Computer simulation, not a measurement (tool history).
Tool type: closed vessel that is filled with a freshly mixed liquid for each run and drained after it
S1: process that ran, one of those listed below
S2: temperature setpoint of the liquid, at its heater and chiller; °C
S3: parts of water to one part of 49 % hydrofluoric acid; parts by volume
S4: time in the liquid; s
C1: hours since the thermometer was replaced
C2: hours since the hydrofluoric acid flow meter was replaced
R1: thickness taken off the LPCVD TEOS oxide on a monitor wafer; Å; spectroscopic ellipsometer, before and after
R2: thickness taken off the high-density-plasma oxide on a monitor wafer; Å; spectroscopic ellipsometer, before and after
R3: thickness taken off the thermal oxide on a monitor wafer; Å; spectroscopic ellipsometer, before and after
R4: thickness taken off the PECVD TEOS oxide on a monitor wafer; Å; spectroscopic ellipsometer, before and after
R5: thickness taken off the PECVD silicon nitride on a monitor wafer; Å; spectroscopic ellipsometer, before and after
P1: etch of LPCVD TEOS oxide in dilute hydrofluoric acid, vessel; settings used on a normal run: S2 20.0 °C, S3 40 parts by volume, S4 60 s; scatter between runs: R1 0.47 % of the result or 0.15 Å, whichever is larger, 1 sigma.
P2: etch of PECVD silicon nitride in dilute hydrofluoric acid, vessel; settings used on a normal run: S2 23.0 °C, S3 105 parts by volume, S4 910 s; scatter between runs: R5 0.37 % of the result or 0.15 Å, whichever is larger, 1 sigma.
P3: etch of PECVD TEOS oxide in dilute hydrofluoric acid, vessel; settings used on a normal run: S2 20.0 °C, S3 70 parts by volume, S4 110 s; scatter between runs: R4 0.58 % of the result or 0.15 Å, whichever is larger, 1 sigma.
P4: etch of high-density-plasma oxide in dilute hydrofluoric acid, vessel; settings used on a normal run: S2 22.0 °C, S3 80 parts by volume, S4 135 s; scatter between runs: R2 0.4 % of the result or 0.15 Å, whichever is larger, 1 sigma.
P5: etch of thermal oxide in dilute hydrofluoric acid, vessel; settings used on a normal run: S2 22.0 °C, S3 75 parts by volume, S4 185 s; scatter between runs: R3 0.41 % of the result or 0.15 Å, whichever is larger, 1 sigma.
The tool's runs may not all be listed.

run	hour	S1	S2	S3	S4	C1	C2	R1	R2	R3	R4	R5
1	6.9	P1	20.0	40	60	1303.5	265.3	528.82				
2	14.6	P4	22.0	80	135	1311.2	273.0		144.12			
3	18.3	P5	22.0	75	185	1314.9	276.7			114.000		
4	21.8	P3	20.0	110	110	1318.4	280.2				155.02	
5	29.1	P1	20.0	40	60	1325.7	287.5	529.92				
6	36.1	P1	17.0	40	30	1332.7	294.5	232.16				
7	42.0	P1	20.0	65	60	1338.6	300.4	315.41				
8	49.0	P4	22.0	80	30	1345.6	307.4		32.01			
9	54.5	P5	22.0	75	185	1351.1	312.9			114.390		
10	60.9	P1	20.0	40	60	1357.5	319.3	525.53				
11	67.3	P1	20.0	40	60	1363.9	325.7	523.80				
12	71.8	P4	22.0	40	135	1368.4	330.2		299.55			
13	76.9	P2	23.0	105	1455	1373.5	335.3					470.00
14	80.7	P4	29.5	80	135	1377.3	339.1		192.31			
15	84.5	P5	22.0	20	185	1381.1	342.9			457.490		
16	92.0	P1	20.0	40	60	1388.6	350.4	527.77				
17	96.0	P1	20.0	40	110	1392.6	354.4	963.05				
18	100.7	P1	17.0	40	60	1397.3	359.1	459.72				
19	104.4	P2	23.0	175	910	1401.0	362.8					176.30
20	108.6	P3	20.0	70	205	1405.2	367.0				475.23	
21	112.9	P2	23.0	105	910	1409.5	371.3					293.34
22	119.1	P1	20.0	40	60	1415.7	377.5	528.44				
23	123.0	P3	20.0	70	110	1419.6	381.4				250.73	
24	129.8	P3	17.0	70	110	1426.4	388.2				223.39	
25	133.5	P2	23.0	105	910	1430.1	391.9					292.41
26	140.4	P2	17.0	105	910	1437.0	398.8					194.83
27	145.1	P1	20.0	20	60	1441.7	403.5	1079.30				
28	150.0	P5	22.0	75	30	1446.6	408.4			18.792		
29	153.8	P1	25.0	40	60	1450.4	412.2	652.07				
30	160.7	P1	20.0	40	60	1457.3	419.1	522.57				
31	167.8	P5	17.0	75	185	1464.4	426.2			92.233		
32	174.8	P1	20.0	40	30	1471.4	433.2	265.38				
33	180.0	P4	22.0	80	135	1476.6	438.4		142.71			
34	186.5	P1	20.0	40	60	1483.1	444.9	524.42				
35	193.2	P1	20.0	40	60	1489.8	451.6	546.73				
36	197.0	P1	20.0	40	60	1493.6	455.4	552.96				
37	202.9	P1	20.0	40	60	1499.5	461.3	563.47				
38	210.3	P1	20.0	40	60	1506.9	468.7	565.36				
39	217.6	P1	20.0	40	60	1514.2	476.0	575.48				
40	221.0	P1	20.0	40	60	1517.6	479.4	569.44				
41	225.8	P1	20.0	40	60	1522.4	484.2	571.88				
42	230.3	P1	20.0	40	60	1526.9	488.7	570.90				

What P1 gives has crept away from where it was. These 2 causes fit the log equally well, each at the size given:
A: hydrofluoric acid flow above the setpoint (%) = 8.06
B: liquid hotter than its thermometer reads (K) = 1.91
Creep in the process output first set in at about hour 186.5.

Which of the 4 check runs listed below separates the causes, so that each cause would produce a clearly different result? Each run uses one wafer, and its results are marked with question marks.
check 1	234.8	P3	20.0	95	155						?	
check 2	234.8	P5	17.0	45	185					?		
check 3	234.8	P2	19.5	160	910							?
check 4	234.8	P4	22.0	80	30				?			

Expected result of each check under each candidate cause:
check	result	if A	if B
check 1	R4	278.89	276.79
check 2	R3	172.480	172.710
check 3	R5	165.95	174.69
check 4	R2	34.575	34.323
Separation of the two closest causes in each check, using whichever result separates them best: check 1 0.75 %; check 2 0.14 %; check 3 5.13 %; check 4 0.73 %
The other checks would show nearly matching results whichever cause is true, so check 3 is the only one that separates the causes.

Then check 3 was run and gave: R5 175.27 Å. Which cause is it?

It is B: liquid hotter than its thermometer reads (K).
